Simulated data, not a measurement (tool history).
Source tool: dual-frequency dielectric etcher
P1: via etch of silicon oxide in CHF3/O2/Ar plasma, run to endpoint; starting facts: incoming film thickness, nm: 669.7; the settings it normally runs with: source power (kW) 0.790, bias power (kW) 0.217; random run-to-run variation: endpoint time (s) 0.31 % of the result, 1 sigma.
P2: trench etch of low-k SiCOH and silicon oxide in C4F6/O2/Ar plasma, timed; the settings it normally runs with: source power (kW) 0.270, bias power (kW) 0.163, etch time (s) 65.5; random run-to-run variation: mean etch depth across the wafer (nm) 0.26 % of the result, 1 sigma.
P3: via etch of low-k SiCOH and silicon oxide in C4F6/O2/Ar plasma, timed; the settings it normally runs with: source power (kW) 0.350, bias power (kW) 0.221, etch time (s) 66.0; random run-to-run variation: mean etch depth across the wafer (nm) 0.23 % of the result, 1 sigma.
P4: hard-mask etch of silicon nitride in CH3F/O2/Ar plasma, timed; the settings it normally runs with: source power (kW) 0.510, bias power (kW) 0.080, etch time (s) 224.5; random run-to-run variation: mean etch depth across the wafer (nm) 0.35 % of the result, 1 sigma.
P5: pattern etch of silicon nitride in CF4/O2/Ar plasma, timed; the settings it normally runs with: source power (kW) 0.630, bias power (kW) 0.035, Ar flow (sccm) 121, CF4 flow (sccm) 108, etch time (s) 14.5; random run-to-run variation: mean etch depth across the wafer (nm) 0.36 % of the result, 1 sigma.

run     day  process that ran  source power (kW)  bias power (kW)  etch time (s)  Ar flow (sccm)  CF4 flow (sccm)  endpoint time (s)  mean etch depth across the wafer (nm)
  1   0.358                P1              0.790            0.217                                                             283.08
  2   0.692                P1              0.790            0.217                                                             283.42
  3   1.283                P2              0.270            0.163           48.5                                                                                    131.790
  4   1.638                P1              0.790            0.217                                                             281.46
  5   2.071                P1              0.550            0.217                                                             325.29
  6   2.446                P1              0.570            0.159                                                             355.92
  7   2.996                P5              0.630            0.035           14.5             121              108                                                    29.921
  8   3.300                P4              0.310            0.080          224.5                                                                                    147.930
  9   3.638                P5              0.630            0.025           14.5             121              108                                                    26.929
 10   3.971                P5              0.630            0.035           14.5             121              108                                                    29.992
 11   4.425                P1              0.500            0.151                                                             378.99
 12   4.867                P3              0.350            0.136           66.0                                                                                    162.530
      5.296  -- source power generator calibrated
 13   5.492                P5              0.630            0.035           14.5              89              108                                                    31.302
 14   6.029                P1              0.790            0.139                                                             327.66
 15   6.675                P2              0.160            0.163           65.5                                                                                    146.020
 16   7.054                P3              0.420            0.221           66.0                                                                                    202.560
 17   7.417                P3              0.350            0.221           66.0                                                                                    189.650
 18   7.975                P5              0.630            0.035           14.5             121               74                                                    28.278
 19   8.571                P5              0.630            0.035           21.5             121              108                                                    44.350
 20   8.888                P3              0.350            0.221           87.5                                                                                    252.510
 21   9.483                P4              0.510            0.050          224.5                                                                                    151.910
 22   9.779                P4              0.510            0.080          224.5                                                                                    178.160
 23  10.425                P1              0.790            0.217                                                             284.07
 24  10.875                P1              0.790            0.217                                                             283.09
 25  11.283                P1              0.950            0.217                                                             263.27
 26  11.767                P5              0.450            0.035           14.5             121              108                                                    22.435
     12.238  -- bias power generator calibrated
 27  12.300                P4              0.510            0.080          284.5                                                                                    227.340
 28  12.854                P1              0.790            0.217                                                             283.22
 29  13.162                P2              0.270            0.163           65.5                                                                                    178.490
 30  13.583                P1              0.940            0.169                                                             287.69
 31  13.983                P2              0.270            0.121           65.5                                                                                    163.210
 32  14.367                P1              0.790            0.266                                                             262.91
 33  14.738                P1              0.790            0.217                                                             283.47
 34  15.033                P1              0.790            0.217                                                             282.74
 35  15.475                P1              0.790            0.217                                                             281.10
 36  16.025                P1              0.790            0.217                                                             283.16
 37  16.621                P1              0.790            0.217                                                             278.91
 38  17.125                P1              0.790            0.217                                                             279.83
 39  17.446                P1              0.790            0.217                                                             278.96
     17.608  -- wet clean of the chamber
 40  17.775                P1              0.790            0.217                                                             278.69
 41  18.408                P1              0.790            0.217                                                             278.89

What does the tool deliver on the next run?
 42  18.875                P1              0.790            0.217                                                                  ?

endpoint time (s): 279.02

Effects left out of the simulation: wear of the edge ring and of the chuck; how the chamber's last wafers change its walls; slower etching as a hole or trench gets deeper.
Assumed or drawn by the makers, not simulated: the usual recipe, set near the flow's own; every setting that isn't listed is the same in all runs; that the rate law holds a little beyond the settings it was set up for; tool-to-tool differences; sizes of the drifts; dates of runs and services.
